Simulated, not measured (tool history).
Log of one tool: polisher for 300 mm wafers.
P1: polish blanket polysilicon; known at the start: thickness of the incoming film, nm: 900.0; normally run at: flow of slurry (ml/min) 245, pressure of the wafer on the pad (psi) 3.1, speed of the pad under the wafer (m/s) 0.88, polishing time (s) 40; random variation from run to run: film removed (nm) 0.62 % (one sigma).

run   hour  flow of slurry (ml/min)  pressure of the wafer on the pad (psi)  speed of the pad under the wafer (m/s)  polishing time (s)  film removed (nm)
  1   15.8                      245                                     3.1                                    0.88                  40             352.56
  2   27.7                      375                                     3.1                                    0.88                  40             364.55
  3   35.7                      245                                     3.1                                    0.88                  40             353.44
  4   42.7                      245                                     4.8                                    0.88                  40             547.36
  5   51.2                      245                                     3.1                                    0.88                  40              350.6
  6   65.2                      245                                     3.1                                    1.26                  40             510.86
  7     74                      245                                     3.1                                    0.88                  62             541.83
  8   88.8                      245                                     1.8                                    0.88                  40             205.05
  9   95.8                      145                                     3.1                                    0.88                  40             332.06
 10  109.8                      245                                     3.1                                     1.1                  31             340.46
 11  117.2                      245                                     3.1                                    0.88                  40             348.77
     126.6  -- worn pad replaced by a new one
 12    131                      245                                     3.1                                    0.88                  27             240.37
     131.8  -- slurry nozzle cleaned
 13  144.1                      245                                     3.1                                    0.88                  40             353.99
 14  160.2                      245                                     3.1                                    0.88                  40             350.79
 15  169.4                      245                                     3.1                                    0.88                  40             349.61
 16  178.7                      245                                     2.2                                    0.88                  24              149.7
 17  194.7                      245                                     3.1                                    0.46                  40             183.53
 18  209.3                      245                                     3.1                                    0.88                  40              349.8
 19  216.7                      245                                     3.1                                    0.88                  40             346.25
 20  227.1                      245                                     3.1                                    0.88                  40             345.11
 21  239.1                      245                                     3.1                                    0.88                  40             338.57
     243.2  -- worn pad replaced by a new one
 22  248.1                      245                                     3.1                                    0.88                  40             339.88
 23  255.8                      245                                     3.1                                    0.88                  40             336.15
 24  265.2                      245                                     3.1                                    0.88                  40             341.26
 25  277.6                      245                                     3.1                                    0.88                  40             335.46
 26  285.4                      245                                     3.1                                    0.88                  40             338.25

What P1 gives has crept away from where it was. These 2 causes fit the log equally well, each at the size given:
A: slurry flow missing at the pad, % = 29.4
B: head's pressure below its setpoint, % = 4.37
The creep began at about hour 209.3.
Why every other cause is out:
removal rate lost through wear of the pad, %: serviced at hour 243.2, which brought nothing back

4 check runs are offered, each on 3 wafers whose results are averaged, their results left as question marks. Which one tells the causes apart?
check 1  293.2                      245                                     3.7                                    0.88                  59                  ?
check 2  293.2                      245                                     4.6                                    0.48                  40                  ?
check 3  293.2                      245                                     2.5                                    0.88                  29                  ?
check 4  293.2                      145                                     3.1                                    0.88                  40                  ?

What each check would give under each cause:
  check             result    if A    if B
check 1  film removed (nm)  592.91  592.94
check 2  film removed (nm)  272.59   272.6
check 3  film removed (nm)  196.91  196.92
check 4  film removed (nm)  304.28   312.9
How far apart the two closest causes lie, in the result that separates them most: check 1 0.01 %; check 2 0.01 %; check 3 0.01 %; check 4 2.79 %
Check 4 tells the causes apart: in the others they would give nearly the same result.

Check 4 was then run and gave: film removed (nm) 303.68. Which cause is it?

It is A: slurry flow missing at the pad, %.

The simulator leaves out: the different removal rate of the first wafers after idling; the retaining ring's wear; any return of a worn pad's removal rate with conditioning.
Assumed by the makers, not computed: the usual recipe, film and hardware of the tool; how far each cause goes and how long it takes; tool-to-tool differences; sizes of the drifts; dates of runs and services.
